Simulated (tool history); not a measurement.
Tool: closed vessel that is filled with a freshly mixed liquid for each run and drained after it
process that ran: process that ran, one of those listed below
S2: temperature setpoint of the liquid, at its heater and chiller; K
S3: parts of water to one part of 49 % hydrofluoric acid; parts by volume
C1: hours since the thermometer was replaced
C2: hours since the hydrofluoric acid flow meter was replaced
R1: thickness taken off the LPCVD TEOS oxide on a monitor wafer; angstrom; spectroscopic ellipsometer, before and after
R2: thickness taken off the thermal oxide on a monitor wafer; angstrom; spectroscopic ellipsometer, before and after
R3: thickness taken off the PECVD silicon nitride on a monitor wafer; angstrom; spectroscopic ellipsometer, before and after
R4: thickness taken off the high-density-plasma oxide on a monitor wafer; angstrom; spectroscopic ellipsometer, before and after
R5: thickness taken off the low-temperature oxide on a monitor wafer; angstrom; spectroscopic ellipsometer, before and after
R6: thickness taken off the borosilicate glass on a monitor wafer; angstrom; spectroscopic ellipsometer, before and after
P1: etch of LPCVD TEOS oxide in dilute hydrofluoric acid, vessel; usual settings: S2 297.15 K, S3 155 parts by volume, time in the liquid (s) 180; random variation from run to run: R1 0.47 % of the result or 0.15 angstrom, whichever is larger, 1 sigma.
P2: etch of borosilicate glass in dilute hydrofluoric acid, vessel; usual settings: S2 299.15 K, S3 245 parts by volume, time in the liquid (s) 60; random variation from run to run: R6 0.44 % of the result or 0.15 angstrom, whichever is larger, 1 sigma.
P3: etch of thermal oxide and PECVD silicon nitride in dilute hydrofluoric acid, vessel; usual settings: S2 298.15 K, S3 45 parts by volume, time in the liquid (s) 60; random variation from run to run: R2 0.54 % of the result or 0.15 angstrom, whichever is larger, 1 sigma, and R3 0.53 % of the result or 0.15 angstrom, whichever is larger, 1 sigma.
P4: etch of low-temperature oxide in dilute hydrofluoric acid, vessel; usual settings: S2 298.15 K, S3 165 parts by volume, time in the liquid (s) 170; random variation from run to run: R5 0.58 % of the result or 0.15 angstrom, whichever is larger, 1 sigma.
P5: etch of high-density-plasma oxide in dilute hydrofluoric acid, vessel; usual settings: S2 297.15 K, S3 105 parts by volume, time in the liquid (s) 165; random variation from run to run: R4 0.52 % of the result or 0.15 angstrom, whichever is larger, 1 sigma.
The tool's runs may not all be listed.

{"run": 1, "hour": 6.5, "process that ran": "P1", "S2": 297.15, "S3": 155, "time in the liquid (s)": 180, "C1": 1348.4, "C2": 357.2, "R1": 411.94}
{"run": 2, "hour": 12.6, "process that ran": "P3", "S2": 298.15, "S3": 45, "time in the liquid (s)": 60, "C1": 1354.5, "C2": 363.3, "R2": 68.362, "R3": 39.196}
{"run": 3, "hour": 20.3, "process that ran": "P5", "S2": 297.15, "S3": 35, "time in the liquid (s)": 165, "C1": 1362.2, "C2": 371, "R4": 333.3}
{"run": 4, "hour": 29.9, "process that ran": "P1", "S2": 297.15, "S3": 45, "time in the liquid (s)": 65, "C1": 1371.8, "C2": 380.6, "R1": 585.65}
{"run": 5, "hour": 37.0, "process that ran": "P3", "S2": 298.15, "S3": 45, "time in the liquid (s)": 30, "C1": 1378.9, "C2": 387.7, "R2": 34.096, "R3": 19.24}
{"run": 6, "hour": 44.7, "process that ran": "P1", "S2": 297.15, "S3": 155, "time in the liquid (s)": 180, "C1": 1386.6, "C2": 395.4, "R1": 408.65}
{"run": 7, "hour": 50.1, "process that ran": "P1", "S2": 297.15, "S3": 155, "time in the liquid (s)": 180, "C1": 1392, "C2": 400.8, "R1": 410.74}
{"run": 8, "hour": 60.1, "process that ran": "P3", "S2": 298.15, "S3": 20, "time in the liquid (s)": 60, "C1": 1402, "C2": 410.8, "R2": 159.67, "R3": 84.243}
{"run": 9, "hour": 70.4, "process that ran": "P4", "S2": 304.65, "S3": 165, "time in the liquid (s)": 170, "C1": 1412.3, "C2": 421.1, "R5": 134}
{"run": 10, "hour": 78.2, "process that ran": "P2", "S2": 299.15, "S3": 360, "time in the liquid (s)": 60, "C1": 1420.1, "C2": 428.9, "R6": 65.29}
{"run": 11, "hour": 87.2, "process that ran": "P5", "S2": 297.15, "S3": 105, "time in the liquid (s)": 165, "C1": 1429.1, "C2": 437.9, "R4": 103.32}
{"run": 12, "hour": 94.3, "process that ran": "P1", "S2": 297.15, "S3": 155, "time in the liquid (s)": 90, "C1": 1436.2, "C2": 445, "R1": 204.56}
{"run": 13, "hour": 105.9, "process that ran": "P1", "S2": 297.15, "S3": 155, "time in the liquid (s)": 180, "C1": 1447.8, "C2": 456.6, "R1": 406.79}
{"run": 14, "hour": 111.8, "process that ran": "P5", "S2": 297.15, "S3": 105, "time in the liquid (s)": 265, "C1": 1453.7, "C2": 462.5, "R4": 165.2}
{"hour": 116.9, "done": "thermometer replaced"}
{"run": 15, "hour": 118.7, "process that ran": "P4", "S2": 298.15, "S3": 165, "time in the liquid (s)": 170, "C1": 1.9, "C2": 469.4, "R5": 106.31}
{"run": 16, "hour": 128.0, "process that ran": "P1", "S2": 297.15, "S3": 155, "time in the liquid (s)": 180, "C1": 11.2, "C2": 478.7, "R1": 409.22}
{"run": 17, "hour": 138.5, "process that ran": "P5", "S2": 304.65, "S3": 105, "time in the liquid (s)": 165, "C1": 21.7, "C2": 489.2, "R4": 136.11}
{"run": 18, "hour": 146.7, "process that ran": "P4", "S2": 298.15, "S3": 165, "time in the liquid (s)": 70, "C1": 29.9, "C2": 497.4, "R5": 43.753}
{"run": 19, "hour": 153.5, "process that ran": "P1", "S2": 297.15, "S3": 155, "time in the liquid (s)": 295, "C1": 36.7, "C2": 504.2, "R1": 669.42}
{"run": 20, "hour": 164.0, "process that ran": "P2", "S2": 299.15, "S3": 245, "time in the liquid (s)": 60, "C1": 47.2, "C2": 514.7, "R6": 107.52}
{"run": 21, "hour": 170.5, "process that ran": "P3", "S2": 298.15, "S3": 45, "time in the liquid (s)": 60, "C1": 53.7, "C2": 521.2, "R2": 68.229, "R3": 38.299}
{"run": 22, "hour": 180.8, "process that ran": "P4", "S2": 298.15, "S3": 80, "time in the liquid (s)": 170, "C1": 64, "C2": 531.5, "R5": 243.6}
{"run": 23, "hour": 191.5, "process that ran": "P2", "S2": 299.15, "S3": 245, "time in the liquid (s)": 115, "C1": 74.7, "C2": 542.2, "R6": 207.72}
{"run": 24, "hour": 201.6, "process that ran": "P1", "S2": 302.65, "S3": 155, "time in the liquid (s)": 180, "C1": 84.8, "C2": 552.3, "R1": 500.42}
{"run": 25, "hour": 207.1, "process that ran": "P1", "S2": 293.65, "S3": 155, "time in the liquid (s)": 180, "C1": 90.3, "C2": 557.8, "R1": 360.35}
{"run": 26, "hour": 213.5, "process that ran": "P1", "S2": 297.15, "S3": 240, "time in the liquid (s)": 180, "C1": 96.7, "C2": 564.2, "R1": 241.28}
{"run": 27, "hour": 222.5, "process that ran": "P2", "S2": 292.15, "S3": 245, "time in the liquid (s)": 60, "C1": 105.7, "C2": 573.2, "R6": 83.687}
{"run": 28, "hour": 230.9, "process that ran": "P1", "S2": 297.15, "S3": 60, "time in the liquid (s)": 180, "C1": 114.1, "C2": 581.6, "R1": 1184.4}
{"run": 29, "hour": 242.8, "process that ran": "P3", "S2": 304.65, "S3": 45, "time in the liquid (s)": 60, "C1": 126, "C2": 593.5, "R2": 88.58, "R3": 59.239}
{"run": 30, "hour": 252.8, "process that ran": "P1", "S2": 297.15, "S3": 155, "time in the liquid (s)": 180, "C1": 136, "C2": 603.5, "R1": 408.89}
{"run": 31, "hour": 264.2, "process that ran": "P1", "S2": 297.15, "S3": 155, "time in the liquid (s)": 180, "C1": 147.4, "C2": 614.9, "R1": 397.87}

Forecast run 32:
{"run": 32, "hour": 273.3, "process that ran": "P1", "S2": 297.15, "S3": 155, "time in the liquid (s)": 180, "C1": 156.5, "C2": 624, "R1": "?"}

R1: 396.54 angstrom

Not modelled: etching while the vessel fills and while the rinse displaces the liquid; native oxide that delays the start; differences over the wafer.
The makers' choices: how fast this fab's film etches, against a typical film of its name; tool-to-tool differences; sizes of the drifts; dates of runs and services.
